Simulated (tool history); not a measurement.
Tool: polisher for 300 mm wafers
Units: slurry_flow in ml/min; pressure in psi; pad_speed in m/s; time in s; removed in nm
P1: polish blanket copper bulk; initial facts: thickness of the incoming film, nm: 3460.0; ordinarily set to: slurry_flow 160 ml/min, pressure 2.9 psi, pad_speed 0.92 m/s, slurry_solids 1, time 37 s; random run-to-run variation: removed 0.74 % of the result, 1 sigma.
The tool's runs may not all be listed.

run,hour,slurry_flow,pressure,pad_speed,slurry_solids,time,wafers polished on this pad,hours since the slurry nozzle was cleaned,hours since the head pressure was calibrated,hours since the slurry blender was calibrated,removed
1,9,160,2.9,0.92,1,37,599,287.1,546.3,197.2,305.36
2,18.5,160,2.9,0.46,1,37,782,296.6,555.8,206.7,149.68
3,28,235,2.9,0.92,0.7,37,965,306.1,565.3,216.2,299.16
4,41.5,225,1.8,0.92,1,37,1226,319.6,578.8,229.7,196.19
5,49.3,160,2.9,0.92,1,37,1376,327.4,586.6,237.5,307.09
6,58.6,160,2.9,0.92,1,37,1556,336.7,595.9,246.8,305.1
7,70,160,2.9,0.92,1,37,1776,348.1,607.3,258.2,304.13
8,82.5,95,2.9,0.92,1,37,2017,360.6,619.8,270.7,271.2
9,89.9,160,2.9,0.92,1,24,2159,368,627.2,278.1,200.23
# hour 92.3: slurry nozzle cleaned
10,103.6,235,2.9,0.92,1,37,2424,11.4,640.9,291.8,324.88
11,110.1,160,2.9,0.92,1,52,2549,17.9,647.4,298.3,426.64
12,118.6,160,2.9,0.92,1,37,2713,26.4,655.9,306.8,305.74
13,128.2,160,2.9,1.4,1,37,2898,36,665.5,316.4,464.77
14,136.8,160,2.9,0.92,1.45,37,3064,44.6,674.1,325,328.36
15,150.3,160,3.8,0.92,1.4,37,3324,58.1,687.6,338.5,426.77
16,160.6,160,2.9,0.92,0.5,37,3523,68.4,697.9,348.8,267.52

Forecast run 17:
17,173.9,160,2.1,0.92,1,37,3780,81.7,711.2,362.1,?

removed: 217.7 nm

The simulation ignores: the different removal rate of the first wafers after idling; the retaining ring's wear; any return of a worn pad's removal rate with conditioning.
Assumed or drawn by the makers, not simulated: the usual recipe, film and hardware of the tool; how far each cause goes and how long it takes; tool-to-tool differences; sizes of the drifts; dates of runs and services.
